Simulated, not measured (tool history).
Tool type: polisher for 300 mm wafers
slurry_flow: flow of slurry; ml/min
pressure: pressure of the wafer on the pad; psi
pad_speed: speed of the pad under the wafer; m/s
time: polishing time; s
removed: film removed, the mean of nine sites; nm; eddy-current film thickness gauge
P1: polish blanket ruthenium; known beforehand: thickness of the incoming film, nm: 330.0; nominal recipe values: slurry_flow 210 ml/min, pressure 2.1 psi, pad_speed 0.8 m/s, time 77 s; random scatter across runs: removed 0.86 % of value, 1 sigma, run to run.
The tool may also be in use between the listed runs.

| run | day | slurry_flow | pressure | pad_speed | time | wafers polished on this pad | hours since the slurry nozzle was cleaned | hours since the head pressure was calibrated | removed |
|---|---|---|---|---|---|---|---|---|---|
| 1 | 0.45 | 210 | 2.1 | 0.8 | 77 | 237 | 138.5 | 182.6 | 64.868 |
| 2 | 1.021 | 210 | 2.1 | 0.5 | 77 | 322 | 152.2 | 196.3 | 40.866 |
| 3 | 1.496 | 210 | 2.1 | 0.8 | 77 | 393 | 163.6 | 207.7 | 65.206 |
| 4 | 2.212 | 210 | 2.1 | 0.8 | 77 | 501 | 180.8 | 224.9 | 65.332 |
| 5 | 2.875 | 210 | 2.1 | 1.22 | 77 | 600 | 196.7 | 240.8 | 99.977 |
| 6 | 3.546 | 210 | 2.1 | 0.8 | 77 | 701 | 212.8 | 256.9 | 65.297 |
| 7 | 4.067 | 210 | 2.1 | 1.02 | 117 | 779 | 225.3 | 269.4 | 124.68 |
| 8 | 4.721 | 125 | 2.1 | 0.8 | 77 | 877 | 241 | 285.1 | 59.836 |
| 9 | 5.475 | 210 | 2.1 | 0.8 | 100 | 990 | 259.1 | 303.2 | 84.612 |
| 10 | 6.279 | 210 | 2.1 | 0.8 | 77 | 1110 | 278.4 | 322.5 | 65.701 |
| 11 | 6.679 | 325 | 2.1 | 0.8 | 77 | 1170 | 288 | 332.1 | 69.083 |
| 12 | 7.088 | 155 | 2.1 | 0.8 | 108 | 1231 | 297.8 | 341.9 | 87.744 |
| 13 | 7.712 | 260 | 1.5 | 0.8 | 77 | 1325 | 312.8 | 356.9 | 47.439 |
| 14 | 8.358 | 210 | 0.9 | 0.8 | 77 | 1422 | 328.3 | 372.4 | 27.787 |
| 15 | 9.004 | 210 | 2.1 | 0.8 | 77 | 1519 | 343.8 | 387.9 | 64.522 |
| 16 | 9.688 | 210 | 2.1 | 0.8 | 77 | 1621 | 360.2 | 404.3 | 63.891 |
| 17 | 10.208 | 210 | 3.1 | 0.8 | 77 | 1699 | 372.7 | 416.8 | 96.265 |
| 18 | 10.888 | 210 | 2.1 | 0.8 | 43 | 1801 | 389 | 433.1 | 36.135 |
| 19 | 11.479 | 210 | 2.1 | 0.8 | 77 | 1889 | 403.2 | 447.3 | 63.851 |

Run 20 is up next; what results do you expect?
| 20 | 12.025 | 210 | 2.1 | 0.8 | 77 | 1971 | 416.3 | 460.4 | ? |

{"run 20": {"removed": 64.241}}
